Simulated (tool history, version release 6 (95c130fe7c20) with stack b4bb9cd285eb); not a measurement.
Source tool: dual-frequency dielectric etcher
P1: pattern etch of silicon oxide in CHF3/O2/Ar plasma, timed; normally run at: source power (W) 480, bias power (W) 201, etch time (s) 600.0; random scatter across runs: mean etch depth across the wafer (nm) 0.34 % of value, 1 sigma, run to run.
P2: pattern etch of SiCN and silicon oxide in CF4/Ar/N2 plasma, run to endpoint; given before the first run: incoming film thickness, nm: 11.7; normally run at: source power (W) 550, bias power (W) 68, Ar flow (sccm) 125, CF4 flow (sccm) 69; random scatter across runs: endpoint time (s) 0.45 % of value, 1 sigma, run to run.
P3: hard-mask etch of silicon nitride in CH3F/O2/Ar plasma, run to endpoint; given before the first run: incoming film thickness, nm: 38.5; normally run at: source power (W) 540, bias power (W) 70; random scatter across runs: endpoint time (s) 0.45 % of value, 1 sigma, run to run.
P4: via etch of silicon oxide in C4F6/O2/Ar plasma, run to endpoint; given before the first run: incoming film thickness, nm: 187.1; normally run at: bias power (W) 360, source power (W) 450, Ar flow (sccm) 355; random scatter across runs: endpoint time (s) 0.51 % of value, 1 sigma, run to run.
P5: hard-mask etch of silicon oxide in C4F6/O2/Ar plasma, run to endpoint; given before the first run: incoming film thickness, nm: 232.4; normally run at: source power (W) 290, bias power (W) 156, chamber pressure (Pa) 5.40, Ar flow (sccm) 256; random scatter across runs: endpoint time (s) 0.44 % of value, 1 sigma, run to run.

run,hour,process that ran,source power (W),bias power (W),etch time (s),Ar flow (sccm),chamber pressure (Pa),CF4 flow (sccm),hours since the last wet clean,hours since the last source power generator calibration,hours since the last bias power generator calibration,mean etch depth across the wafer (nm),endpoint time (s)
1,6.2,P1,480,201,600.0,,,,182.0,2365.0,1700.9,1119.00,
2,12.3,P4,620,360,,355,,,188.1,2371.1,1707.0,,39.069
3,18.6,P1,370,164,600.0,,,,194.4,2377.4,1713.3,935.23,
4,27.6,P1,480,157,342.5,,,,203.4,2386.4,1722.3,586.22,
5,32.5,P5,290,156,,256,5.40,,208.3,2391.3,1727.2,,88.917
6,38.8,P5,290,156,,323,5.40,,214.6,2397.6,1733.5,,90.912
7,44.1,P2,550,68,,125,,69,219.9,2402.9,1738.8,,12.192
8,51.3,P4,450,483,,355,,,227.1,2410.1,1746.0,,39.178
9,58.1,P1,340,201,600.0,,,,233.9,2416.9,1752.8,976.70,
10,63.1,P3,540,40,,,,,238.9,2421.9,1757.8,,59.758
11,69.7,P2,550,68,,125,,93,245.5,2428.5,1764.4,,11.690
12,78.4,P4,450,360,,499,,,254.2,2437.2,1773.1,,45.490
13,86.2,P1,570,201,600.0,,,,262.0,2445.0,1780.9,1196.70,
14,91.3,P1,480,201,360.5,,,,267.1,2450.1,1786.0,668.55,
15,97.9,P5,290,156,,256,6.87,,273.7,2456.7,1792.6,,91.174
16,107.5,P2,550,88,,125,,69,283.3,2466.3,1802.2,,11.174
17,114.6,P1,480,201,600.0,,,,290.4,2473.4,1809.3,1116.10,
18,122.9,P5,290,119,,256,5.40,,298.7,2481.7,1817.6,,96.108
19,128.9,P3,770,70,,,,,304.7,2487.7,1823.6,,43.798
# hour 132.2: wet clean of the chamber
20,134.9,P1,480,201,872.0,,,,2.7,2493.7,1829.6,1628.70,
21,144.2,P3,540,70,,,,,12.0,2503.0,1838.9,,49.880
22,148.8,P1,480,201,600.0,,,,16.6,2507.6,1843.5,1114.80,
23,153.5,P1,480,132,600.0,,,,21.3,2512.3,1848.2,971.36,
24,158.7,P1,480,277,600.0,,,,26.5,2517.5,1853.4,1252.40,
25,165.1,P2,550,68,,92,,69,32.9,2523.9,1859.8,,11.698
26,172.5,P2,330,68,,125,,69,40.3,2531.3,1867.2,,18.985
27,180.4,P4,450,360,,355,,,48.2,2539.2,1875.1,,43.798
28,187.0,P1,480,201,600.0,,,,54.8,2545.8,1881.7,1111.80,
29,195.6,P1,650,201,781.0,,,,63.4,2554.4,1890.3,1630.40,
30,204.2,P5,180,156,,256,5.40,,72.0,2563.0,1898.9,,106.370
31,210.0,P2,550,68,,125,,69,77.8,2568.8,1904.7,,12.081
32,215.2,P1,480,201,600.0,,,,83.0,2574.0,1909.9,1116.20,
33,221.8,P1,480,201,600.0,,,,89.6,2580.6,1916.5,1107.40,
34,227.1,P1,480,201,600.0,,,,94.9,2585.9,1921.8,1100.60,
35,235.7,P1,480,201,600.0,,,,103.5,2594.5,1930.4,1097.90,
# hour 238.1: wet clean of the chamber
36,242.8,P1,480,201,600.0,,,,4.8,2601.6,1937.5,1092.10,
37,252.0,P1,480,201,600.0,,,,14.0,2610.8,1946.7,1103.90,
38,257.7,P1,480,201,600.0,,,,19.7,2616.5,1952.4,1100.40,

Compared with where it was, what P1 gives has crept away. Each cause listed below fits the log as well as the rest, at the size given for it:
A: bias power that arrives under what is set, % = 4.73
B: source power that arrives under what is set, % = 4.35
Onset of the creep was near hour 215.2.
Ruled out, with reasons:
chamber walls in a state that lowers the etch rate, %: was serviced at hour 238.1, once the creep was under way, yet the earlier output never came back

The 4 check runs listed below each average the results of 3 wafers, and their outcomes are marked with question marks. Under which run would the listed causes produce clearly different results?
check 1,263.4,P2,550,78,,125,,69,,,,,?
check 2,263.4,P4,450,360,,494,,,,,,,?
check 3,263.4,P3,680,46,,,,,,,,,?
check 4,263.4,P5,290,121,,256,5.40,,,,,,?

Expected result of each check under each candidate cause:
check,result,if A,if B
check 1,endpoint time (s),11.842,12.107
check 2,endpoint time (s),46.153,46.137
check 3,endpoint time (s),52.863,53.063
check 4,endpoint time (s),96.914,97.242
Per check, the gap between the least separated pair of causes, taken in the result that splits them most: check 1 2.21 %; check 2 0.04 %; check 3 0.38 %; check 4 0.34 %
Check 1 is the one run that separates the causes; every other check would come out nearly the same whichever cause is at work.

The results of check 1 are: endpoint time (s) 11.860. Based on these, which of the listed causes is it?

The cause is A: bias power that arrives under what is set, %.

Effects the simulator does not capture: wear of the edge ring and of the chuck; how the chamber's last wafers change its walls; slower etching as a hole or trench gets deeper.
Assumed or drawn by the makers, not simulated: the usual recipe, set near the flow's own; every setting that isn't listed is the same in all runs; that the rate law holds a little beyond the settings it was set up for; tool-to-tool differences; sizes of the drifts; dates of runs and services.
